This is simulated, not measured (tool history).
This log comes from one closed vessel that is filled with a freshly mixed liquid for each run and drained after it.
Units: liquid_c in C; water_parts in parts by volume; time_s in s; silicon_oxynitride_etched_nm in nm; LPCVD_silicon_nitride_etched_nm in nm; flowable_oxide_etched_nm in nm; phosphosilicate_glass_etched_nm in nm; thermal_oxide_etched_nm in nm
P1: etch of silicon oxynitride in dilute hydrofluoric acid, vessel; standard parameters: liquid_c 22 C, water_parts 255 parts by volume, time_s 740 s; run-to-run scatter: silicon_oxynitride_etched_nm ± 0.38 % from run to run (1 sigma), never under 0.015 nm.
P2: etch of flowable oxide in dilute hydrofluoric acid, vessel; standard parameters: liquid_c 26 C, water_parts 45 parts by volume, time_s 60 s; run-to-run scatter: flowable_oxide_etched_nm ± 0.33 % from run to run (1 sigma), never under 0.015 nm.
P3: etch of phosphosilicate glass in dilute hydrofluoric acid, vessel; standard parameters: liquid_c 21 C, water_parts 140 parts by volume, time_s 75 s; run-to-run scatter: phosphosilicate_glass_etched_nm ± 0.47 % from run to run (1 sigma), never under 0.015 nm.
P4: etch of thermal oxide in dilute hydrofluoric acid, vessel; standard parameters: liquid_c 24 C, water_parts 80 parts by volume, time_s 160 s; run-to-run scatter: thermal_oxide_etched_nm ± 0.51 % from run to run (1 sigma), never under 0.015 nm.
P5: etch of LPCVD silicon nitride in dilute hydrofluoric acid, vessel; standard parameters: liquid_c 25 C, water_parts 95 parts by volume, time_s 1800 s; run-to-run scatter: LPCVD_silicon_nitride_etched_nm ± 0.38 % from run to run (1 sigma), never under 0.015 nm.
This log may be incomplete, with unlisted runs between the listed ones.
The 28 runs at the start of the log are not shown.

run     day  process  liquid_c  water_parts  time_s  silicon_oxynitride_etched_nm  LPCVD_silicon_nitride_etched_nm  flowable_oxide_etched_nm  phosphosilicate_glass_etched_nm  thermal_oxide_etched_nm
 29   9.888       P5        18           95    1800                                                         6.6198
 30  10.317       P4        24           80     160                                                                                                                                             9.9391
 31  10.529       P1        26          255    1320                       21.5550
 32  11.008       P1        22          255     740                       10.1270
 33  11.288       P1        22          255     740                       10.0770
 34  11.500       P1        22          255     740                       10.3490
 35  11.871       P1        22          255     740                       10.6350
 36  12.321       P1        22          255     740                       10.8160

Predict the results of run 37:
 37  12.762       P1        22          255     740                             ?

silicon_oxynitride_etched_nm: 10.7770 nm
